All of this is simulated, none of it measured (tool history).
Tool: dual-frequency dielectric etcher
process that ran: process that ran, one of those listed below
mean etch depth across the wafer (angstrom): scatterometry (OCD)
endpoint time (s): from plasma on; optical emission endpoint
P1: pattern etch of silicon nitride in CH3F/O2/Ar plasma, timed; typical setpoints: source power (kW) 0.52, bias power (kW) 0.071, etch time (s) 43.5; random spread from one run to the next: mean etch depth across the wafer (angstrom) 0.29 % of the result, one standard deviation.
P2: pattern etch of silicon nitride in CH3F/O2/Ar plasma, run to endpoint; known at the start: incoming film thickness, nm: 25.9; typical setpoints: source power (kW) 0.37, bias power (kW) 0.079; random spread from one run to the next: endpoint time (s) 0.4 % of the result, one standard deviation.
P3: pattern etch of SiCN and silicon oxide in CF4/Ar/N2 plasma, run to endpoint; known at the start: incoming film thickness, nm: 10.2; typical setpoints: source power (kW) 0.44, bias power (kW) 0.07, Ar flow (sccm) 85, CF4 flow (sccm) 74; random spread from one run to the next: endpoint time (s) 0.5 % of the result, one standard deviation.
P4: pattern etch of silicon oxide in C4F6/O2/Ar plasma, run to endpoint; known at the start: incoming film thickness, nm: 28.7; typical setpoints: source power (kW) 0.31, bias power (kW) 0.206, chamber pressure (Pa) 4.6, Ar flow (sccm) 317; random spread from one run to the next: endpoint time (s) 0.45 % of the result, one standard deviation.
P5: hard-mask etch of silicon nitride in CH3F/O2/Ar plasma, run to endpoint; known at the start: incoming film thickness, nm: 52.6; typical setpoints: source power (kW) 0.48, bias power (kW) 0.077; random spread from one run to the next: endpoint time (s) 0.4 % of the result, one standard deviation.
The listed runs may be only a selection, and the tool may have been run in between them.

run	hour	process that ran	source power (kW)	bias power (kW)	etch time (s)	chamber pressure (Pa)	Ar flow (sccm)	CF4 flow (sccm)	hours since the last wet clean	hours since the last source power generator calibration	hours since the last bias power generator calibration	mean etch depth across the wafer (angstrom)	endpoint time (s)
1	3.8	P1	0.52	0.071	43.5				323.9	819.3	1647.5	333.01	
2	7.2	P1	0.52	0.071	59				327.3	822.7	1650.9	449.54	
3	12	P1	0.68	0.071	60				332.1	827.5	1655.7	506.25	
4	19	P5	0.48	0.077					339.1	834.5	1662.7		68.18
5	22.3	P4	0.44	0.206		4.6	317		342.4	837.8	1666		8.5664
6	28.6	P4	0.31	0.206		6	317		348.7	844.1	1672.3		10.043
7	35.7	P1	0.52	0.057	43.5				355.8	851.2	1679.4	309.41	
8	40.8	P3	0.3	0.07			85	74	360.9	856.3	1684.5		15.988
9	44.4	P1	0.52	0.071	43.5				364.5	859.9	1688.1	332.81	
10	49.1	P5	0.48	0.104					369.2	864.6	1692.8		60.941
11	55.5	P1	0.52	0.087	43.5				375.6	871	1699.2	354.91	
12	60.6	P3	0.44	0.07			85	44	380.7	876.1	1704.3		12.24
13	67.5	P5	0.58	0.077					387.6	883	1711.2		63.467
14	73.3	P1	0.73	0.071	43.5				393.4	888.8	1717	381.27	
15	78.1	P1	0.52	0.071	43.5				398.2	893.6	1721.8	334.61	
16	84.6	P3	0.44	0.07			101	74	404.7	900.1	1728.3		11.69
17	88.8	P4	0.31	0.206		4.6	317		408.9	904.3	1732.5		9.6711
18	95.4	P2	0.28	0.079					415.5	910.9	1739.1		42.807
19	99.4	P4	0.31	0.206		4.6	185		419.5	914.9	1743.1		9.2553
20	105.2	P4	0.31	0.125		4.6	317		425.3	920.7	1748.9		11.323
21	110.7	P3	0.44	0.07			85	74	430.8	926.2	1754.4		11.332
22	116.1	P4	0.31	0.206		4.6	317		436.2	931.6	1759.8		9.7559
23	121.3	P1	0.33	0.071	43.5				441.4	936.8	1765	278.29	
24	126.9	P3	0.44	0.045			85	74	447	942.4	1770.6		13.166
25	130	P2	0.37	0.06					450.1	945.5	1773.7		42.072
26	136.4	P1	0.52	0.071	28.5				456.5	951.9	1780.1	217.57	
27	141.1	P1	0.52	0.071	43.5				461.2	956.6	1784.8	333.97	
28	145.6	P2	0.37	0.079					465.7	961.1	1789.3		38.441
29	149	P1	0.52	0.071	43.5				469.1	964.5	1792.7	333.49	
30	155.5	P1	0.52	0.071	43.5				475.6	971	1799.2	329.73	
31	158.8	P1	0.52	0.071	43.5				478.9	974.3	1802.5	330.67	
32	164.8	P1	0.52	0.071	43.5				484.9	980.3	1808.5	330.65	
33	168	P1	0.52	0.071	43.5				488.1	983.5	1811.7	329.21	
34	173.1	P1	0.52	0.071	43.5				493.2	988.6	1816.8	328.34	
35	176.6	P1	0.52	0.071	43.5				496.7	992.1	1820.3	327.67	

Run 36, settings as shown, results not yet in. Your forecast:
# hour 180.7: wet clean of the chamber
36	182.2	P1	0.52	0.071	43.5				1.5	997.7	1825.9	?	

Run 36 came out at mean etch depth across the wafer (angstrom) 327.96.
